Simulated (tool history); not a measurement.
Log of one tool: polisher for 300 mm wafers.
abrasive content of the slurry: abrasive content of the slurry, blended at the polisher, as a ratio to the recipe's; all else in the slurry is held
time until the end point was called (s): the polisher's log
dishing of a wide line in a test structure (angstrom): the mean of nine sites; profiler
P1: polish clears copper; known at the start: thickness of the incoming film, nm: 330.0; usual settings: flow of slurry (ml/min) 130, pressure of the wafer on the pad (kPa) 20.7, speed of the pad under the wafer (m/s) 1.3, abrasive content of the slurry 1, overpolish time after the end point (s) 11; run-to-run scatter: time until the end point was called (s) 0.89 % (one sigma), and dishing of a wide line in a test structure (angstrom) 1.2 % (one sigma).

run	hour	flow of slurry (ml/min)	pressure of the wafer on the pad (kPa)	speed of the pad under the wafer (m/s)	abrasive content of the slurry	overpolish time after the end point (s)	wafers polished on this pad	hours since the slurry nozzle was cleaned	hours since the head pressure was calibrated	hours since the slurry blender was calibrated	time until the end point was called (s)	dishing of a wide line in a test structure (angstrom)
1	12.6	130	20.7	1.3	1	11	723	383.9	123.9	80	84.279	274.79
2	19.3	130	20.7	1.3	1	3	806	390.6	130.6	86.7	84.563	85.222
3	29.7	130	20.7	1.3	1	11	936	401	141	97.1	85.01	281.15
4	36.2	130	26.9	1.3	1	11	1017	407.5	147.5	103.6	65.098	342.46
5	46.5	160	20.7	1.3	1.2	11	1145	417.8	157.8	113.9	77.868	295.58
6	53	205	20.7	1.3	1	11	1226	424.3	164.3	120.4	77.456	295.19
7	63.8	130	20.7	1.3	1	16	1360	435.1	175.1	131.2	83.933	366.05
8	75.1	130	9.7	1.3	1	11	1501	446.4	186.4	142.5	178.79	137.35
9	82.3	130	20.7	1.3	0.65	11	1590	453.6	193.6	149.7	91.992	252.77
10	94.3	130	20.7	0.6	1	11	1739	465.6	205.6	161.7	179.44	141.56
# hour 101.8: slurry blender recalibrated
11	104.3	95	20.7	0.9	1	11	1864	475.6	215.6	2.6	130.86	188.89
12	117.6	130	20.7	1.3	1.45	11	2029	488.9	228.9	15.9	77.223	295.35
13	131.2	130	20.7	1.3	1	11	2198	502.5	242.5	29.5	84.82	274.79
14	142.8	80	20.7	1.3	1	11	2343	514.1	254.1	41.1	94.407	247.49
15	149.5	130	20.7	1.3	1	11	2426	520.8	260.8	47.8	84.045	274.58
16	157	130	20.7	1.8	1	11	2519	528.3	268.3	55.3	60.954	358.39
17	168.7	130	20.7	1.3	1	11	2665	540	280	67	84.489	271.81
18	175.7	130	20.7	1.3	1	11	2752	547	287	74	89.22	265.5
19	184.5	130	20.7	1.3	1	11	2861	555.8	295.8	82.8	90.766	263.07
20	193.5	130	20.7	1.3	1	11	2973	564.8	304.8	91.8	91.865	255.38
# hour 194.9: head pressure recalibrated
# hour 195.4: slurry blender recalibrated
21	202.7	130	20.7	1.3	1	11	3088	574	7.9	7.4	93.311	253.19
22	209.5	130	20.7	1.3	1	11	3172	580.8	14.7	14.2	94.424	257.55
23	217.6	130	20.7	1.3	1	11	3273	588.9	22.8	22.3	92.482	247.97
24	229	130	20.7	1.3	1	11	3415	600.3	34.2	33.7	95.417	251.47
25	235.2	130	20.7	1.3	1	11	3492	606.5	40.4	39.9	93.377	250.91

What P1 gives has crept away from where it was. These 2 causes fit the log equally well, each at the size given:
A: removal rate lost through wear of the pad, % = 10.9
B: slurry flow missing at the pad, % = 37.4
The creep began at about hour 168.7.
Why every other cause is out:
head's pressure below its setpoint, %: serviced at hour 194.9, which brought nothing back
abrasive missing from the slurry, %: serviced at hour 195.4, which brought nothing back

4 check runs are offered, each on 3 wafers whose results are averaged, their results left as question marks. Which one tells the causes apart?
check 1	241.4	130	20.7	1.3	1.25	11					?	?
check 2	241.4	130	20.7	1.3	1	5					?	?
check 3	241.4	130	11	1.3	1.4	11					?	?
check 4	241.4	90	20.7	1.3	1	11					?	?

What each check would give under each cause:
check	result	if A	if B
check 1	time until the end point was called (s)	89.669	89.706
check 1	dishing of a wide line in a test structure (angstrom)	260.22	260.13
check 2	time until the end point was called (s)	94.121	94.159
check 2	dishing of a wide line in a test structure (angstrom)	124.69	124.65
check 3	time until the end point was called (s)	163.97	164.03
check 3	dishing of a wide line in a test structure (angstrom)	150.76	150.7
check 4	time until the end point was called (s)	102.65	107.19
check 4	dishing of a wide line in a test structure (angstrom)	232.43	224.04
How far apart the two closest causes lie, in the result that separates them most: check 1 0.04 %; check 2 0.04 %; check 3 0.04 %; check 4 4.33 %
Only check 4 tells the causes apart: in the others they would give nearly the same result.

Check 4 was then run and gave: time until the end point was called (s) 102.07; dishing of a wide line in a test structure (angstrom) 230.4. Which cause is it?

It is A: removal rate lost through wear of the pad, %.
